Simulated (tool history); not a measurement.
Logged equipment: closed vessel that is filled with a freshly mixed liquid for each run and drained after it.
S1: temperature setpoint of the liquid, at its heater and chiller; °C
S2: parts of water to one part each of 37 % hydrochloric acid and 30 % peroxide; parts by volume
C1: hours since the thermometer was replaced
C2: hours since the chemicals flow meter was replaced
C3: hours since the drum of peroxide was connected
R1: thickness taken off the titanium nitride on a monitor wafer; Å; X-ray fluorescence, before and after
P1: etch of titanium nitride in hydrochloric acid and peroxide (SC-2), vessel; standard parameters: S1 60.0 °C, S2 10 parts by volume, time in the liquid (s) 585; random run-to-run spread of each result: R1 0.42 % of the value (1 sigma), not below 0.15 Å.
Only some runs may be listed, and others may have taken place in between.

{"run": 1, "hour": 8.2, "S1": 60.0, "S2": 10, "time in the liquid (s)": 585, "C1": 899.5, "C2": 199.4, "C3": 112.4, "R1": 209.69}
{"run": 2, "hour": 23.8, "S1": 60.0, "S2": 10, "time in the liquid (s)": 585, "C1": 915.1, "C2": 215.0, "C3": 128.0, "R1": 209.36}
{"run": 3, "hour": 40.4, "S1": 60.0, "S2": 10, "time in the liquid (s)": 585, "C1": 931.7, "C2": 231.6, "C3": 144.6, "R1": 208.77}
{"run": 4, "hour": 47.8, "S1": 60.0, "S2": 10, "time in the liquid (s)": 975, "C1": 939.1, "C2": 239.0, "C3": 152.0, "R1": 345.43}
{"run": 5, "hour": 56.7, "S1": 60.0, "S2": 4, "time in the liquid (s)": 585, "C1": 948.0, "C2": 247.9, "C3": 160.9, "R1": 417.79}
{"run": 6, "hour": 73.1, "S1": 60.0, "S2": 15, "time in the liquid (s)": 585, "C1": 964.4, "C2": 264.3, "C3": 177.3, "R1": 147.35}
{"run": 7, "hour": 82.1, "S1": 51.5, "S2": 10, "time in the liquid (s)": 970, "C1": 973.4, "C2": 273.3, "C3": 186.3, "R1": 201.4}
{"run": 8, "hour": 96.1, "S1": 60.0, "S2": 10, "time in the liquid (s)": 585, "C1": 987.4, "C2": 287.3, "C3": 200.3, "R1": 208.73}
{"run": 9, "hour": 106.7, "S1": 60.0, "S2": 10, "time in the liquid (s)": 585, "C1": 998.0, "C2": 297.9, "C3": 210.9, "R1": 210.59}
{"run": 10, "hour": 121.1, "S1": 60.0, "S2": 10, "time in the liquid (s)": 110, "C1": 1012.4, "C2": 312.3, "C3": 225.3, "R1": 39.576}
{"run": 11, "hour": 133.4, "S1": 45.0, "S2": 10, "time in the liquid (s)": 585, "C1": 1024.7, "C2": 324.6, "C3": 237.6, "R1": 77.184}
{"run": 12, "hour": 145.9, "S1": 72.0, "S2": 10, "time in the liquid (s)": 585, "C1": 1037.2, "C2": 337.1, "C3": 250.1, "R1": 431.94}
{"run": 13, "hour": 161.1, "S1": 60.0, "S2": 10, "time in the liquid (s)": 585, "C1": 1052.4, "C2": 352.3, "C3": 265.3, "R1": 208.04}
{"run": 14, "hour": 174.8, "S1": 60.0, "S2": 10, "time in the liquid (s)": 585, "C1": 1066.1, "C2": 366.0, "C3": 279.0, "R1": 200.19}
{"run": 15, "hour": 189.1, "S1": 60.0, "S2": 10, "time in the liquid (s)": 585, "C1": 1080.4, "C2": 380.3, "C3": 293.3, "R1": 195.37}

Estimate the outcome of run 16 from the log above:
{"run": 16, "hour": 199.8, "S1": 60.0, "S2": 10, "time in the liquid (s)": 585, "C1": 1091.1, "C2": 391.0, "C3": 304.0, "R1": "?"}

Run 16 measured R1 192.650 Å.
